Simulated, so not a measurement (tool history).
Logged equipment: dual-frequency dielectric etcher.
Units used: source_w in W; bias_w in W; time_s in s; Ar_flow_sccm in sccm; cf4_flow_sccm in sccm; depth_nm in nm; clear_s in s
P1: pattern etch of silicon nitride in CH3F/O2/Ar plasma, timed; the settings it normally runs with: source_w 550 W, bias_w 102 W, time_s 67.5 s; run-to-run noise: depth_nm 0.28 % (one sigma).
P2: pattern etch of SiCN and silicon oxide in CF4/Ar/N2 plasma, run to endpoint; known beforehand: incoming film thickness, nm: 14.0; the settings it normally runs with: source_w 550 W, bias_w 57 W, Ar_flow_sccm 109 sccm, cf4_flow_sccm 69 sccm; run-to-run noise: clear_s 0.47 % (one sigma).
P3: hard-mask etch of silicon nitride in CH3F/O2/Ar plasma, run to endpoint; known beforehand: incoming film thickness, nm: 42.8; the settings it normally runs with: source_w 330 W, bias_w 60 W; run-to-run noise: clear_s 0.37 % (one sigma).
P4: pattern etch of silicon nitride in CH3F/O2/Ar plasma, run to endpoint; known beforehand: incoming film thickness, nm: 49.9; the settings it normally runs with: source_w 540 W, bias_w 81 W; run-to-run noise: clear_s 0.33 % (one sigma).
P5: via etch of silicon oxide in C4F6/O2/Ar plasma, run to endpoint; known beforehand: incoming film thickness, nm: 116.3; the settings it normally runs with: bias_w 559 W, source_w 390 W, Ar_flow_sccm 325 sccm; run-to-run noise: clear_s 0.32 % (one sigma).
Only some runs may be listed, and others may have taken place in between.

run,day,process,source_w,bias_w,time_s,Ar_flow_sccm,cf4_flow_sccm,hours since the last wet clean,hours since the last source power generator calibration,hours since the last bias power generator calibration,depth_nm,clear_s
1,0.696,P1,550,102,67.5,,,193.0,522.1,815.5,59.729,
2,1.475,P1,550,102,93.0,,,211.7,540.8,834.2,82.542,
3,1.842,P5,390,559,,325,,220.5,549.6,843.0,,23.766
4,2.596,P5,390,559,,460,,238.6,567.7,861.1,,24.678
5,3.083,P5,250,559,,325,,250.3,579.4,872.8,,27.801
6,3.638,P2,550,40,,109,69,263.6,592.7,886.1,,15.781
7,4.304,P1,440,102,67.5,,,279.6,608.7,902.1,54.802,
8,4.733,P1,550,102,67.5,,,289.9,619.0,912.4,59.745,
9,5.508,P4,650,81,,,,308.5,637.6,931.0,,58.703
10,6.229,P4,540,81,,,,325.8,654.9,948.3,,62.851
11,6.875,P1,550,102,67.5,,,341.3,670.4,963.8,59.707,
12,7.638,P3,330,60,,,,359.6,688.7,982.1,,72.311
13,8.292,P3,330,49,,,,375.3,704.4,997.8,,77.067
14,8.658,P2,550,57,,70,69,384.1,713.2,1006.6,,13.313
15,9.267,P1,550,83,67.5,,,398.7,727.8,1021.2,55.803,
16,9.929,P5,390,674,,325,,414.6,743.7,1037.1,,22.041
17,10.479,P1,770,102,67.5,,,427.8,756.9,1050.3,68.028,
18,11.217,P1,550,72,82.5,,,445.5,774.6,1068.0,64.819,
19,11.750,P1,550,102,39.0,,,458.3,787.4,1080.8,34.479,
20,12.208,P2,550,57,,109,51,469.3,798.4,1091.8,,15.197
# day 12.233: bias power generator calibrated
21,12.608,P2,670,57,,109,69,478.9,808.0,9.0,,12.042
22,12.962,P1,550,102,67.5,,,487.4,816.5,17.5,59.844,
23,13.312,P5,390,559,,325,,495.8,824.9,25.9,,23.716
24,13.967,P3,200,60,,,,511.5,840.6,41.6,,86.882
25,14.692,P2,550,57,,109,69,528.9,858.0,59.0,,14.378
26,15.471,P1,550,130,67.5,,,547.6,876.7,77.7,65.487,
27,16.179,P4,540,66,,,,564.6,893.7,94.7,,66.973
28,16.896,P1,550,102,67.5,,,581.8,910.9,111.9,59.804,
29,17.258,P1,550,102,67.5,,,590.5,919.6,120.6,60.306,
30,17.812,P1,550,102,67.5,,,603.8,932.9,133.9,60.330,
31,18.300,P1,550,102,67.5,,,615.5,944.6,145.6,60.485,
32,18.988,P1,550,102,67.5,,,632.0,961.1,162.1,60.855,
33,19.362,P1,550,102,67.5,,,641.0,970.1,171.1,60.824,
# day 19.567: wet clean of the chamber
34,20.088,P1,550,102,67.5,,,12.5,987.5,188.5,60.412,
35,20.588,P1,550,102,67.5,,,24.5,999.5,200.5,60.808,
36,21.017,P1,550,102,67.5,,,34.8,1009.8,210.8,60.621,

What P1 gives has crept off from where it sat before. The 2 causes that follow fit the log equally well, each at the size noted:
A: source power that arrives over what is set, % = 3.87
B: bias power that arrives over what is set, % = 4
The gradual shift began around day 16.896.
The rest of the possible causes, and what rules out each one:
chamber walls in a state that raises the etch rate, %: maintenance at day 19.567, after the shift began, did not return the process to its former output

You are offered 4 check runs, listed below with question marks in place of their results; each one averages 3 wafers. Which run separates the listed causes by giving clearly different results for each?
check 1,21.446,P4,630,69,,,,,,,,?
check 2,21.446,P5,310,559,,452,,,,,,?
check 3,21.446,P2,670,57,,72,69,,,,,?
check 4,21.446,P3,210,49,,,,,,,,?

How each check would come out, cause by cause:
check,result,if A,if B
check 1,clear_s,61.573,61.681
check 2,clear_s,26.367,26.334
check 3,clear_s,10.887,11.135
check 4,clear_s,90.452,90.593
Per check, the gap between the least separated pair of causes, taken in the result that splits them most: check 1 0.17 %; check 2 0.12 %; check 3 2.25 %; check 4 0.16 %
Of the check runs offered, only check 3 discriminates between the causes; the rest would read about the same regardless of which cause applies.

Check 3 was carried out, with these results: clear_s 11.084 s. Which of the listed causes is responsible?

The correct cause is B, namely: bias power that arrives over what is set, %.

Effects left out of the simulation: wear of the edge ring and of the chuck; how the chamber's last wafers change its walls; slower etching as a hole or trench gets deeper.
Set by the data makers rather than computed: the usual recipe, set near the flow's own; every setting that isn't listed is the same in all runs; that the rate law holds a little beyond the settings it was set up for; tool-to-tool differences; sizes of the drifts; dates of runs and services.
